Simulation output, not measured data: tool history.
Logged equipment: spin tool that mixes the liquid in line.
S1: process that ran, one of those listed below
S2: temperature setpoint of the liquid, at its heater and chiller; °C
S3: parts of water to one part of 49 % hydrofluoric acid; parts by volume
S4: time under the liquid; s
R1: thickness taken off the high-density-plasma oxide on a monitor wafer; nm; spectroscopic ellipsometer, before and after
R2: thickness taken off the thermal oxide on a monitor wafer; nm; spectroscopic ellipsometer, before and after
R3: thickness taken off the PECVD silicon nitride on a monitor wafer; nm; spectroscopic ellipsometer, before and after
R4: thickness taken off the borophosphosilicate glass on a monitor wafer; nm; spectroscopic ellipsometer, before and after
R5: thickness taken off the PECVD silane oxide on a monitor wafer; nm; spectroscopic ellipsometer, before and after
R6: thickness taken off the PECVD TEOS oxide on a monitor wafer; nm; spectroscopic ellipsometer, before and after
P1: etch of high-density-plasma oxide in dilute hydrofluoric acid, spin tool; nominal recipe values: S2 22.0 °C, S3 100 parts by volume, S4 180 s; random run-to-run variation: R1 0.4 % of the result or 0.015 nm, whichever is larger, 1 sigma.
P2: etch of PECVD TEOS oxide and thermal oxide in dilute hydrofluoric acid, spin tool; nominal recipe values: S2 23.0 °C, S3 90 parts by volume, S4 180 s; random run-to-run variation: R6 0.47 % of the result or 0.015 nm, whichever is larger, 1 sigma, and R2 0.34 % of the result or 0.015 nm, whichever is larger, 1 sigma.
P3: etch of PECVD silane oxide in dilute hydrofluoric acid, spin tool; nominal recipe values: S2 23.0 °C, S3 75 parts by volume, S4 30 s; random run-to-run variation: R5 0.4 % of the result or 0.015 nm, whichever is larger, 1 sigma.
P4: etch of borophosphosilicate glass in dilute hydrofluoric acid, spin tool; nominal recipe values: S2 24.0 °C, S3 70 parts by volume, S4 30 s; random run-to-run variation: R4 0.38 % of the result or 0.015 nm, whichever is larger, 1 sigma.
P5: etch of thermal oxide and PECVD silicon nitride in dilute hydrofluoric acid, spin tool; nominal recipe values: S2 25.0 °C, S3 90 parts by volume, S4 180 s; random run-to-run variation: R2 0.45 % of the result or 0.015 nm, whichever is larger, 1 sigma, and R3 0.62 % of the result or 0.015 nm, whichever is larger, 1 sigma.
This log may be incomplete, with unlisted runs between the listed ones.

run,day,S1,S2,S3,S4,R1,R2,R3,R4,R5,R6
1,0.138,P1,22.0,100,180,9.0036,,,,,
2,0.350,P1,22.0,185,180,4.4276,,,,,
3,0.571,P5,31.0,90,180,,12.6580,6.9401,,,
4,0.788,P4,17.0,70,30,,,,16.159,,
5,0.988,P1,22.0,100,180,8.9511,,,,,
6,1.200,P4,24.0,70,30,,,,21.618,,
7,1.388,P4,24.0,70,30,,,,21.668,,
8,1.600,P1,22.0,100,70,3.4372,,,,,
9,1.788,P3,23.0,25,30,,,,,28.0510,
10,2.038,P5,25.0,90,180,,10.0310,4.7370,,,
11,2.188,P1,17.0,100,85,3.4580,,,,,
12,2.400,P1,27.5,100,180,11.1570,,,,,
13,2.638,P4,24.0,70,50,,,,36.276,,
14,2.912,P2,30.0,90,180,,12.7520,,,,21.964
15,3.067,P1,22.0,100,180,8.9077,,,,,
16,3.204,P1,17.0,100,180,7.2960,,,,,
17,3.446,P2,23.0,90,180,,9.6439,,,,16.750
18,3.579,P3,23.0,75,30,,,,,8.7558,
19,3.729,P2,23.0,90,285,,15.3930,,,,26.533
20,3.988,P1,22.0,100,320,15.9080,,,,,
21,4.196,P1,17.0,100,95,3.8510,,,,,
22,4.342,P3,17.0,75,30,,,,,6.8063,
23,4.612,P4,24.0,20,30,,,,81.261,,
24,4.854,P3,23.0,75,15,,,,,4.3661,
25,5.104,P1,22.0,100,180,8.9175,,,,,
26,5.375,P1,22.0,45,180,21.2810,,,,,
27,5.546,P5,25.0,90,315,,17.5300,8.3362,,,
28,5.846,P5,25.0,50,180,,19.1730,8.5387,,,
29,6.096,P2,23.0,130,180,,6.4331,,,,11.010
30,6.312,P1,22.0,100,180,8.9872,,,,,
31,6.575,P1,22.0,100,180,9.2613,,,,,
32,6.717,P1,22.0,100,180,9.3609,,,,,
33,6.871,P1,22.0,100,180,9.4697,,,,,
34,7.096,P1,22.0,100,180,9.5379,,,,,
35,7.238,P1,22.0,100,180,9.6060,,,,,
36,7.392,P1,22.0,100,180,9.6105,,,,,
37,7.529,P1,22.0,100,180,9.6396,,,,,
38,7.717,P1,22.0,100,180,9.6099,,,,,
39,7.904,P1,22.0,100,180,9.6750,,,,,
40,8.175,P1,22.0,100,180,9.7555,,,,,

Compared with where it was, what P1 gives has crept away. Each cause listed below fits the log as well as the rest, at the size given for it:
A: liquid hotter than its thermometer reads (K) = 1.96
B: hydrofluoric acid flow above the setpoint (%) = 7.29
The gradual shift began around day 6.312.

The check runs listed below each take one wafer, and their results are still question marks. Under which run would the listed causes lead to clearly different results?
check 1,8.446,P2,23.0,90,180,,?,,,,?
check 2,8.446,P3,23.0,75,30,,,,,?,
check 3,8.446,P5,25.0,90,180,,?,?,,,
check 4,8.446,P4,24.0,70,30,,,,?,,

What each check would give under each cause:
check,result,if A,if B
check 1,R2,10.5070,10.5040
check 1,R6,18.103,18.098
check 2,R5,9.4481,9.4263
check 3,R2,10.8060,10.8210
check 3,R3,5.4085,5.1034
check 4,R4,23.434,23.383
Minimum pairwise separation of causes per check, each pair taken at its best-separating result: check 1 0.03 %; check 2 0.23 %; check 3 5.81 %; check 4 0.22 %
Only in check 3 would the causes give clearly different results; in the remaining checks their results would be nearly the same.

The results of check 3 are: R2 10.8790 nm; R3 5.0941 nm. Based on these, which of the listed causes is it?

B is the cause: hydrofluoric acid flow above the setpoint (%).

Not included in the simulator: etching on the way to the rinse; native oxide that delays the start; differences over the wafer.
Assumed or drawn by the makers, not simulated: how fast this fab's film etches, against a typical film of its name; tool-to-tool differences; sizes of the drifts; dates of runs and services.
